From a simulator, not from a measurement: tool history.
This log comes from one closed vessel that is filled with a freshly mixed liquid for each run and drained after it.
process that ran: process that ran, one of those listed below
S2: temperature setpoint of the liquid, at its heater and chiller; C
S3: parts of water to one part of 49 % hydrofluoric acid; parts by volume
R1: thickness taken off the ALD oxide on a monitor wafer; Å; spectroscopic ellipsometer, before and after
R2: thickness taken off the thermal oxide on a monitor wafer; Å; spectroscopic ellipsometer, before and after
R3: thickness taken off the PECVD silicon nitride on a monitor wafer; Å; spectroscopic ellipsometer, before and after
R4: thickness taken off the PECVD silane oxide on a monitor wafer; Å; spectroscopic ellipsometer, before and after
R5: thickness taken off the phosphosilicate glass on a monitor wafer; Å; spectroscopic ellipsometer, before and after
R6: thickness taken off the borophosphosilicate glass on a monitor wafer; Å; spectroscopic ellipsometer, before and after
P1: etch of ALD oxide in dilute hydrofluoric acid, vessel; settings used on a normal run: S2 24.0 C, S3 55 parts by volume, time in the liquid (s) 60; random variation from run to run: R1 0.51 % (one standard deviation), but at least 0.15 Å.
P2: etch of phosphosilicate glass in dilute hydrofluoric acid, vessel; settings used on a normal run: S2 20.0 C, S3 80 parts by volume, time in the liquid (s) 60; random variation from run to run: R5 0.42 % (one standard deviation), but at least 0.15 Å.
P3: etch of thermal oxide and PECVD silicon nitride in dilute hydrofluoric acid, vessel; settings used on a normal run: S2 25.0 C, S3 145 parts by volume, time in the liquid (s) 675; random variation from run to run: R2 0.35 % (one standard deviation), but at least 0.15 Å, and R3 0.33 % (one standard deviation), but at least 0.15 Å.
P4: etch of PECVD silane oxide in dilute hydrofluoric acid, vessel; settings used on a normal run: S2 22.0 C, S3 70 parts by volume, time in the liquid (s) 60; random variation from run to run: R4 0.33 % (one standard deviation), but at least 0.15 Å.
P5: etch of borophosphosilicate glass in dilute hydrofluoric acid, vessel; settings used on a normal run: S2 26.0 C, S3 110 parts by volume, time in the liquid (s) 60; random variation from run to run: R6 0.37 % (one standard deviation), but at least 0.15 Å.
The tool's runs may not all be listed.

{"run": 1, "hour": 6.5, "process that ran": "P1", "S2": 24.0, "S3": 55, "time in the liquid (s)": 60, "R1": 162.06}
{"run": 2, "hour": 11.6, "process that ran": "P3", "S2": 25.0, "S3": 225, "time in the liquid (s)": 675, "R2": 125.92, "R3": 147.89}
{"run": 3, "hour": 16.1, "process that ran": "P3", "S2": 25.0, "S3": 145, "time in the liquid (s)": 675, "R2": 210.88, "R3": 228.99}
{"run": 4, "hour": 19.3, "process that ran": "P4", "S2": 22.0, "S3": 35, "time in the liquid (s)": 60, "R4": 400.36}
{"run": 5, "hour": 26.5, "process that ran": "P1", "S2": 24.0, "S3": 55, "time in the liquid (s)": 60, "R1": 161.94}
{"run": 6, "hour": 33.5, "process that ran": "P1", "S2": 24.0, "S3": 85, "time in the liquid (s)": 110, "R1": 185.94}
{"run": 7, "hour": 40.0, "process that ran": "P1", "S2": 24.0, "S3": 55, "time in the liquid (s)": 60, "R1": 163.51}
{"run": 8, "hour": 47.1, "process that ran": "P2", "S2": 20.0, "S3": 80, "time in the liquid (s)": 60, "R5": 933.45}
{"run": 9, "hour": 54.2, "process that ran": "P1", "S2": 24.0, "S3": 55, "time in the liquid (s)": 60, "R1": 162.59}
{"run": 10, "hour": 57.8, "process that ran": "P2", "S2": 17.0, "S3": 80, "time in the liquid (s)": 60, "R5": 820.22}
{"run": 11, "hour": 61.8, "process that ran": "P1", "S2": 24.0, "S3": 55, "time in the liquid (s)": 30, "R1": 80.734}
{"run": 12, "hour": 67.3, "process that ran": "P4", "S2": 22.0, "S3": 70, "time in the liquid (s)": 30, "R4": 95.412}
{"run": 13, "hour": 72.3, "process that ran": "P1", "S2": 24.0, "S3": 55, "time in the liquid (s)": 105, "R1": 285.18}
{"hour": 74.7, "done": "hydrofluoric acid flow meter replaced"}
{"run": 14, "hour": 77.4, "process that ran": "P1", "S2": 24.0, "S3": 85, "time in the liquid (s)": 60, "R1": 100.74}
{"run": 15, "hour": 83.1, "process that ran": "P4", "S2": 22.0, "S3": 70, "time in the liquid (s)": 60, "R4": 192.49}
{"run": 16, "hour": 88.1, "process that ran": "P3", "S2": 33.5, "S3": 145, "time in the liquid (s)": 675, "R2": 288.63, "R3": 388.45}
{"run": 17, "hour": 91.9, "process that ran": "P1", "S2": 24.0, "S3": 55, "time in the liquid (s)": 60, "R1": 164.3}
{"run": 18, "hour": 99.1, "process that ran": "P1", "S2": 24.0, "S3": 20, "time in the liquid (s)": 60, "R1": 466.3}
{"run": 19, "hour": 103.7, "process that ran": "P5", "S2": 19.5, "S3": 110, "time in the liquid (s)": 60, "R6": 148.53}
{"run": 20, "hour": 107.4, "process that ran": "P5", "S2": 26.0, "S3": 40, "time in the liquid (s)": 60, "R6": 581.04}

Forecast run 21:
{"run": 21, "hour": 112.0, "process that ran": "P5", "S2": 26.0, "S3": 110, "time in the liquid (s)": 120, "R6": "?"}

Run 21 gave R6 384.54 Å.

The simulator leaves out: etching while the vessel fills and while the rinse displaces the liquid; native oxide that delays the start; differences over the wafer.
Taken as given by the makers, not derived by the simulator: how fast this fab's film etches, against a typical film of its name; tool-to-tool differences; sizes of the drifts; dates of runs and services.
